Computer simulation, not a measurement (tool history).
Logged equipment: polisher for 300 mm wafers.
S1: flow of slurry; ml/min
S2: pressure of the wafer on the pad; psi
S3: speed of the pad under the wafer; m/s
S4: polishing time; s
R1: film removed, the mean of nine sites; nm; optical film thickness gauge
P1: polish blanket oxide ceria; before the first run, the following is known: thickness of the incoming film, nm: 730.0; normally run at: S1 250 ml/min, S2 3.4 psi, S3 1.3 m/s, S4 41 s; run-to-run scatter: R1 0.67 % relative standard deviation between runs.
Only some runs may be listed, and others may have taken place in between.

| run | hour | S1 | S2 | S3 | S4 | R1 |
|---|---|---|---|---|---|---|
| 1 | 3.8 | 250 | 3.4 | 1.3 | 41 | 212.29 |
| 2 | 10.1 | 250 | 5.3 | 1.3 | 23 | 185.39 |
| 3 | 16.6 | 250 | 3.4 | 1.3 | 62 | 318.24 |
| 4 | 21 | 250 | 3.4 | 1.3 | 41 | 210.92 |
| 5 | 26.9 | 250 | 2.1 | 1.3 | 41 | 131.83 |
| 6 | 33.8 | 250 | 3.4 | 1.3 | 22 | 113.31 |
| 7 | 39.6 | 180 | 3.4 | 1.82 | 41 | 285.9 |
| 8 | 44.3 | 150 | 3.4 | 1.3 | 41 | 196.42 |
| 9 | 47.9 | 250 | 3.4 | 0.92 | 41 | 150.83 |
| 10 | 52.6 | 250 | 3.4 | 1.3 | 41 | 210.4 |
| 11 | 60.7 | 350 | 3.4 | 1.3 | 41 | 217.63 |
| 12 | 67.5 | 250 | 3.4 | 1.3 | 41 | 212.26 |
| 13 | 73.3 | 250 | 5.4 | 1.3 | 41 | 339.2 |
| 14 | 78.4 | 250 | 3.4 | 1.3 | 41 | 211.96 |
| 15 | 86.2 | 250 | 3.4 | 1.98 | 41 | 318.99 |
| 16 | 94.2 | 250 | 3.4 | 1.3 | 41 | 213.4 |
| 17 | 100.9 | 250 | 3.4 | 1.3 | 41 | 206.59 |
| 18 | 105.3 | 250 | 3.4 | 1.3 | 41 | 204.05 |
| 19 | 111.4 | 250 | 3.4 | 1.3 | 41 | 203.92 |
|  | 119 | head pressure recalibrated |
| 20 | 119.5 | 250 | 3.4 | 1.3 | 41 | 200.24 |
| 21 | 124.1 | 250 | 3.4 | 1.3 | 41 | 203.77 |
| 22 | 128.3 | 250 | 3.4 | 1.3 | 41 | 199.59 |

What P1 gives has crept off from where it sat before. The 2 causes that follow fit the log equally well, each at the size noted:
A: removal rate lost through wear of the pad, % = 4.45
B: slurry flow missing at the pad, % = 30.1
The gradual shift began around hour 94.2.
Ruled out, with reasons:
head's pressure below its setpoint, %: serviced at hour 119, after the drift had started, without restoring the earlier output

Of the 4 check runs below, each run on 5 wafers with the results averaged and each result still a question mark, which one would tell the listed causes apart?
| check 1 | 132.5 | 250 | 3.4 | 1.04 | 41 | ? |
| check 2 | 132.5 | 155 | 4.6 | 1.3 | 41 | ? |
| check 3 | 132.5 | 250 | 2.2 | 1.3 | 41 | ? |
| check 4 | 132.5 | 250 | 3.4 | 1.66 | 41 | ? |

What every check run would give for each of its results, assuming each possible cause in turn:
| check | result | if A | if B |
|---|---|---|---|
| check 1 | R1 | 161.51 | 161.5 |
| check 2 | R1 | 256.05 | 249.62 |
| check 3 | R1 | 130.63 | 130.62 |
| check 4 | R1 | 257.79 | 257.78 |
Separation of the two closest causes in each check, using whichever result separates them best: check 1 0 %; check 2 2.54 %; check 3 0 %; check 4 0 %
The causes can be told apart only by check 2. The other checks would give nearly the same results under each of them.

The results of check 2 are: R1 256.33 nm. Based on these, which of the listed causes is it?

It is A: removal rate lost through wear of the pad, %.
